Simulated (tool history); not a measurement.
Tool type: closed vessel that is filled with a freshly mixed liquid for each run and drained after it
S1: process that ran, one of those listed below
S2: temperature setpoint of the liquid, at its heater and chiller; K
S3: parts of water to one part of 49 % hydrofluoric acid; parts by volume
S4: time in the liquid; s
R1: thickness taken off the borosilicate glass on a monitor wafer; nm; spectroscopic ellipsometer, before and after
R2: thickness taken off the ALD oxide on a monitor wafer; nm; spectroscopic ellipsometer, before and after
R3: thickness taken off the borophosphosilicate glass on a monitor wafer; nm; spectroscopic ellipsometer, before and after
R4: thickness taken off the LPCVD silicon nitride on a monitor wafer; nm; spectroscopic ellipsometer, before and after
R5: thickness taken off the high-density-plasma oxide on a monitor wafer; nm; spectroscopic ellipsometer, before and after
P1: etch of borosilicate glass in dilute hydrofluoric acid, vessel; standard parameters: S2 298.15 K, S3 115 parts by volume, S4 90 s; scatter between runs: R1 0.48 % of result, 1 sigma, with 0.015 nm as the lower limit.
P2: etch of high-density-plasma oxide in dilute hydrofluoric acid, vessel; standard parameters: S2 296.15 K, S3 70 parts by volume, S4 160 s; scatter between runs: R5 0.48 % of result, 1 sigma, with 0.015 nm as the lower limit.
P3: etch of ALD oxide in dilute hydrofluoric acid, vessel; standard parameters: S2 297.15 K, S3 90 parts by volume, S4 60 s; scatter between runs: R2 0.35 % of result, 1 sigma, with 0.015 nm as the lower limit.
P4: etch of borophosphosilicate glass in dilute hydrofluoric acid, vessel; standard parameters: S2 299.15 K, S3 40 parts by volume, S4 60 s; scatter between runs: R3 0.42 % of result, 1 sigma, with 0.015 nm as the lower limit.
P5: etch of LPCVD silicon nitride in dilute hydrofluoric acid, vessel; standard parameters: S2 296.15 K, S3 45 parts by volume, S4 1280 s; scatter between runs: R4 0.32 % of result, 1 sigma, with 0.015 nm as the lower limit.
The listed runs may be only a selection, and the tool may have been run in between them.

run,hour,S1,S2,S3,S4,R1,R2,R3,R4,R5
1,15.0,P1,298.15,115,90,19.6860,,,,
2,31.2,P3,297.15,90,60,,16.999,,,
3,45.1,P1,293.65,115,90,16.4190,,,,
4,61.0,P1,298.15,115,90,19.8620,,,,
5,70.4,P4,291.15,40,60,,,48.727,,
6,82.6,P1,298.15,115,90,19.6460,,,,
7,97.9,P1,298.15,115,90,19.7370,,,,
8,115.1,P4,299.15,70,60,,,37.253,,
9,129.1,P3,297.15,90,60,,16.902,,,
10,139.5,P5,296.15,45,1280,,,,11.11800,
11,157.2,P1,298.15,60,45,20.3030,,,,
12,166.8,P1,298.15,115,160,35.0050,,,,
13,182.6,P2,296.15,70,160,,,,,16.0890
14,199.0,P1,298.15,40,90,62.6950,,,,
15,216.2,P5,296.15,45,1280,,,,11.13800,
16,226.8,P5,296.15,70,1280,,,,7.25900,
17,235.8,P2,296.15,70,30,,,,,2.9367
18,249.3,P3,305.15,90,60,,23.339,,,
19,265.7,P5,304.15,45,1280,,,,18.85900,
20,276.1,P4,299.15,40,90,,,102.760,,
21,284.2,P2,296.15,30,160,,,,,39.2210
22,293.2,P3,297.15,25,60,,66.645,,,
23,302.0,P2,296.15,70,160,,,,,15.7960
24,311.8,P4,299.15,40,60,,,68.560,,
25,320.7,P1,304.65,115,90,25.1950,,,,
26,337.6,P1,298.15,115,90,19.5930,,,,
27,346.0,P1,298.15,115,30,6.4829,,,,
28,360.0,P2,291.65,70,160,,,,,13.2290
29,369.6,P1,298.15,115,90,19.5740,,,,
30,378.1,P1,298.15,205,90,9.9808,,,,
31,393.0,P3,297.15,90,100,,28.391,,,
32,401.5,P5,296.15,45,75,,,,0.64385,
33,414.0,P1,298.15,115,90,19.5930,,,,
34,431.1,P1,298.15,115,90,18.9380,,,,
35,440.5,P1,298.15,115,90,18.8870,,,,
36,455.4,P1,298.15,115,90,18.5030,,,,
37,469.8,P1,298.15,115,90,18.2190,,,,
38,486.7,P1,298.15,115,90,18.0210,,,,
39,500.2,P1,298.15,115,90,18.1510,,,,
40,517.6,P1,298.15,115,90,18.1920,,,,
41,526.6,P1,298.15,115,90,17.9440,,,,
42,535.4,P1,298.15,115,90,18.0170,,,,
43,549.9,P1,298.15,115,90,17.9780,,,,

Something has made what P1 gives creep away from where it was; the 2 causes below, each at its own stated size, fit the log equally well:
A: hydrofluoric acid flow below the setpoint (%) = 7.31
B: liquid colder than its thermometer reads (K) = 2.22
Creep in the process output first set in at about hour 414.0.

4 check runs are offered, one wafer each, their results left as question marks. Which one tells the causes apart?
check 1,564.4,P2,293.15,70,160,,,,,?
check 2,564.4,P3,305.15,35,60,,?,,,
check 3,564.4,P5,301.15,45,1280,,,,?,
check 4,564.4,P4,299.15,70,60,,,?,,

Expected result of each check under each candidate cause:
check,result,if A,if B
check 1,R5,12.9340,12.7850
check 2,R2,59.825,59.386
check 3,R4,14.42800,13.42300
check 4,R3,34.365,34.161
Separation of the two closest causes in each check, using whichever result separates them best: check 1 1.15 %; check 2 0.74 %; check 3 7.22 %; check 4 0.59 %
Check 3 tells the causes apart: in the others they would give nearly the same result.

Here is what check 3 returned: R4 14.43100 nm. Which cause is it?

It is A: hydrofluoric acid flow below the setpoint (%).
